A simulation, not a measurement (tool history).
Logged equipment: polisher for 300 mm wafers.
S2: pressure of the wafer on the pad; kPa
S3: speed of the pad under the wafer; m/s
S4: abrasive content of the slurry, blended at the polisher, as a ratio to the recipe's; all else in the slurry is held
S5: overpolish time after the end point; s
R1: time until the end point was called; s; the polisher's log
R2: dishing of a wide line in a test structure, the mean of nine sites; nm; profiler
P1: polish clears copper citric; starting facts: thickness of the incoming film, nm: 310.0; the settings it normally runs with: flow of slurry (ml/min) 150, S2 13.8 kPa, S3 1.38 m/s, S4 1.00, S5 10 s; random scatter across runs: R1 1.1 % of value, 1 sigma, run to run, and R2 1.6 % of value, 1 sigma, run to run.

{"run": 1, "hour": 13.1, "flow of slurry (ml/min)": 150, "S2": 13.8, "S3": 1.38, "S4": 1.0, "S5": 10, "R1": 174.53, "R2": 12.91}
{"run": 2, "hour": 26.9, "flow of slurry (ml/min)": 150, "S2": 13.8, "S3": 1.88, "S4": 1.35, "S5": 10, "R1": 119.59, "R2": 17.169}
{"run": 3, "hour": 35.3, "flow of slurry (ml/min)": 150, "S2": 13.8, "S3": 0.86, "S4": 1.0, "S5": 10, "R1": 264.43, "R2": 8.8967}
{"run": 4, "hour": 50.2, "flow of slurry (ml/min)": 150, "S2": 13.8, "S3": 2.02, "S4": 1.0, "S5": 10, "R1": 115.72, "R2": 17.477}
{"run": 5, "hour": 64.4, "flow of slurry (ml/min)": 150, "S2": 19.3, "S3": 1.38, "S4": 1.0, "S5": 10, "R1": 124.33, "R2": 16.461}
{"run": 6, "hour": 76.0, "flow of slurry (ml/min)": 150, "S2": 13.8, "S3": 1.38, "S4": 1.0, "S5": 10, "R1": 170.78, "R2": 12.673}
{"run": 7, "hour": 85.8, "flow of slurry (ml/min)": 150, "S2": 13.8, "S3": 1.38, "S4": 1.0, "S5": 10, "R1": 170.12, "R2": 13.069}
{"run": 8, "hour": 96.0, "flow of slurry (ml/min)": 90, "S2": 13.8, "S3": 1.38, "S4": 1.0, "S5": 10, "R1": 193.71, "R2": 11.538}
{"run": 9, "hour": 111.8, "flow of slurry (ml/min)": 150, "S2": 13.8, "S3": 1.38, "S4": 1.0, "S5": 10, "R1": 173.16, "R2": 12.817}
{"run": 10, "hour": 120.7, "flow of slurry (ml/min)": 150, "S2": 6.2, "S3": 1.38, "S4": 1.0, "S5": 10, "R1": 378.08, "R2": 6.5318}
{"run": 11, "hour": 136.8, "flow of slurry (ml/min)": 200, "S2": 13.8, "S3": 1.38, "S4": 1.0, "S5": 10, "R1": 165.19, "R2": 13.792}
{"run": 12, "hour": 149.8, "flow of slurry (ml/min)": 150, "S2": 13.8, "S3": 1.38, "S4": 0.8, "S5": 3, "R1": 178.05, "R2": 4.2567}
{"run": 13, "hour": 165.5, "flow of slurry (ml/min)": 150, "S2": 13.8, "S3": 1.38, "S4": 1.0, "S5": 10, "R1": 170.72, "R2": 12.893}
{"run": 14, "hour": 180.3, "flow of slurry (ml/min)": 150, "S2": 13.8, "S3": 1.38, "S4": 1.0, "S5": 3, "R1": 171.39, "R2": 4.4767}
{"run": 15, "hour": 194.6, "flow of slurry (ml/min)": 150, "S2": 13.8, "S3": 1.38, "S4": 0.5, "S5": 10, "R1": 197.35, "R2": 11.625}
{"run": 16, "hour": 206.7, "flow of slurry (ml/min)": 150, "S2": 13.8, "S3": 1.38, "S4": 1.0, "S5": 10, "R1": 175.74, "R2": 13.038}
{"run": 17, "hour": 220.2, "flow of slurry (ml/min)": 150, "S2": 13.8, "S3": 1.38, "S4": 1.0, "S5": 17, "R1": 173.27, "R2": 19.076}
{"run": 18, "hour": 235.6, "flow of slurry (ml/min)": 150, "S2": 13.8, "S3": 1.38, "S4": 1.5, "S5": 10, "R1": 153.01, "R2": 13.882}
{"run": 19, "hour": 244.4, "flow of slurry (ml/min)": 150, "S2": 13.8, "S3": 1.38, "S4": 1.0, "S5": 10, "R1": 170.57, "R2": 12.825}
{"run": 20, "hour": 255.2, "flow of slurry (ml/min)": 150, "S2": 13.8, "S3": 1.38, "S4": 1.0, "S5": 10, "R1": 175.16, "R2": 12.292}
{"run": 21, "hour": 265.9, "flow of slurry (ml/min)": 150, "S2": 13.8, "S3": 1.38, "S4": 1.0, "S5": 10, "R1": 186.38, "R2": 12.206}
{"run": 22, "hour": 278.8, "flow of slurry (ml/min)": 150, "S2": 13.8, "S3": 1.38, "S4": 1.0, "S5": 10, "R1": 186.78, "R2": 11.525}
{"hour": 282.7, "done": "head pressure recalibrated"}
{"hour": 287.8, "done": "slurry blender recalibrated"}
{"run": 23, "hour": 293.7, "flow of slurry (ml/min)": 150, "S2": 13.8, "S3": 1.38, "S4": 1.0, "S5": 10, "R1": 190.61, "R2": 11.968}
{"run": 24, "hour": 305.0, "flow of slurry (ml/min)": 150, "S2": 13.8, "S3": 1.38, "S4": 1.0, "S5": 10, "R1": 191.33, "R2": 11.755}
{"run": 25, "hour": 312.2, "flow of slurry (ml/min)": 150, "S2": 13.8, "S3": 1.38, "S4": 1.0, "S5": 10, "R1": 186.5, "R2": 11.79}
{"run": 26, "hour": 324.7, "flow of slurry (ml/min)": 150, "S2": 13.8, "S3": 1.38, "S4": 1.0, "S5": 10, "R1": 190.64, "R2": 11.718}

The log shows P1 creeping away from where it was. Any of the 2 causes listed here, at the size stated for it, fits the log just as well as the others:
A: removal rate lost through wear of the pad, % = 9.86
B: slurry flow missing at the pad, % = 38
The process output started creeping at around hour 244.4.
What rules out each remaining cause:
head's pressure below its setpoint, %: serviced at hour 282.7, after the change had begun; the process did not return to its earlier output
abrasive missing from the slurry, %: serviced at hour 287.8, after the change had begun; the process did not return to its earlier output

Consider the 4 check runs below, whose results appear as question marks and each of which averages 2 wafers. Which one distinguishes the causes, in that each cause would give it a clearly different result?
{"run": "check 1", "hour": 337.2, "flow of slurry (ml/min)": 150, "S2": 17.9, "S3": 1.38, "S4": 1.0, "S5": 10, "R1": "?", "R2": "?"}
{"run": "check 2", "hour": 337.2, "flow of slurry (ml/min)": 150, "S2": 13.8, "S3": 1.38, "S4": 1.0, "S5": 14, "R1": "?", "R2": "?"}
{"run": "check 3", "hour": 337.2, "flow of slurry (ml/min)": 150, "S2": 13.8, "S3": 1.38, "S4": 1.2, "S5": 10, "R1": "?", "R2": "?"}
{"run": "check 4", "hour": 337.2, "flow of slurry (ml/min)": 90, "S2": 13.8, "S3": 1.68, "S4": 1.0, "S5": 10, "R1": "?", "R2": "?"}

How each check would come out, cause by cause:
check=check_1 result=R1 if_A=147.55 if_B=147.56
check=check_1 result=R2 if_A=14.7050 if_B=14.7040
check=check_2 result=R1 if_A=190.66 if_B=190.67
check=check_2 result=R2 if_A=15.5780 if_B=15.5770
check=check_3 result=R1 if_A=183.28 if_B=183.29
check=check_3 result=R2 if_A=12.2650 if_B=12.2650
check=check_4 result=R1 if_A=176.13 if_B=186.62
check=check_4 result=R2 if_A=12.6670 if_B=12.0740
Smallest distance between any two causes, each pair judged by its most separating result, in per cent: check 1 0.01 %; check 2 0.01 %; check 3 0.01 %; check 4 5.79 %
Only in check 4 would the causes give clearly different results; in the remaining checks their results would be nearly the same.

Then check 4 was run and gave: R1 175.51 s; R2 12.6310 nm. Which cause is it?

It is A: removal rate lost through wear of the pad, %.

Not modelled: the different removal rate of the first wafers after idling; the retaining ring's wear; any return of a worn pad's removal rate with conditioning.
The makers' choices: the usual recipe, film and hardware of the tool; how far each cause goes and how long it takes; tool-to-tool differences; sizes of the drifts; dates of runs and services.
